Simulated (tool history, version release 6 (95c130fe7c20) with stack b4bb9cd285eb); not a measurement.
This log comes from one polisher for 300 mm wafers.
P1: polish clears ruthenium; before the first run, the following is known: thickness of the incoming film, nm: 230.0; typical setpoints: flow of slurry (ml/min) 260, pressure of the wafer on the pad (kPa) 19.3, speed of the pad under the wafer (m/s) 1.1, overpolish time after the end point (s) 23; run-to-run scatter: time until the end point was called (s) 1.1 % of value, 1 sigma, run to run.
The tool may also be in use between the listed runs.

run,day,flow of slurry (ml/min),pressure of the wafer on the pad (kPa),speed of the pad under the wafer (m/s),overpolish time after the end point (s),wafers polished on this pad,hours since the slurry nozzle was cleaned,hours since the head pressure was calibrated,time until the end point was called (s)
1,0.354,260,19.3,1.1,23,662,193.5,482.5,146.28
2,0.812,260,10.3,1.1,23,752,204.5,493.5,274.23
3,1.258,260,19.3,1.1,23,840,215.2,504.2,148.11
4,1.642,260,19.3,1.1,7,915,224.4,513.4,144.93
5,2.042,260,19.3,0.7,23,994,234,523,232.27
# day 2.346: head pressure recalibrated
6,2.592,260,19.3,1.1,23,1102,247.2,5.9,146.38
7,3.1,155,14.5,1.1,23,1202,259.4,18.1,208.75
8,3.612,260,27.6,1.1,23,1303,271.7,30.4,103.59
9,4.317,260,24.8,1.1,33,1441,288.6,47.3,114.82
10,4.779,260,19.3,1.1,43,1532,299.7,58.4,148.16
11,5.225,405,19.3,1.1,23,1620,310.4,69.1,142.22
12,5.912,260,19.3,1.1,23,1755,326.9,85.6,146.24
13,6.246,260,19.3,1.1,23,1820,334.9,93.6,148.33
14,6.779,155,19.3,1.1,23,1925,347.7,106.4,157.01
15,7.138,260,19.3,1.64,23,1996,356.3,115,97.327
16,7.808,175,19.3,0.84,23,2128,372.4,131.1,200.2
17,8.396,260,19.3,1.1,23,2243,386.5,145.2,147.75
18,8.783,260,19.3,1.1,23,2319,395.8,154.5,146.85
19,9.125,260,19.3,1.1,23,2386,404,162.7,149.55
20,9.621,260,19.3,1.1,23,2484,415.9,174.6,151.48
21,10.104,260,19.3,1.1,23,2579,427.5,186.2,153.39
# day 10.15: head pressure recalibrated
22,10.45,260,19.3,1.1,23,2647,435.8,7.3,154.99
23,11.042,260,19.3,1.1,23,2763,450,21.5,158.45
24,11.562,260,19.3,1.1,23,2866,462.5,34,154.17

Run 25 comes next. What will it give?
25,12.033,260,19.3,1.1,23,2958,473.8,45.3,?

Run 25 gave time until the end point was called (s) 157.69.
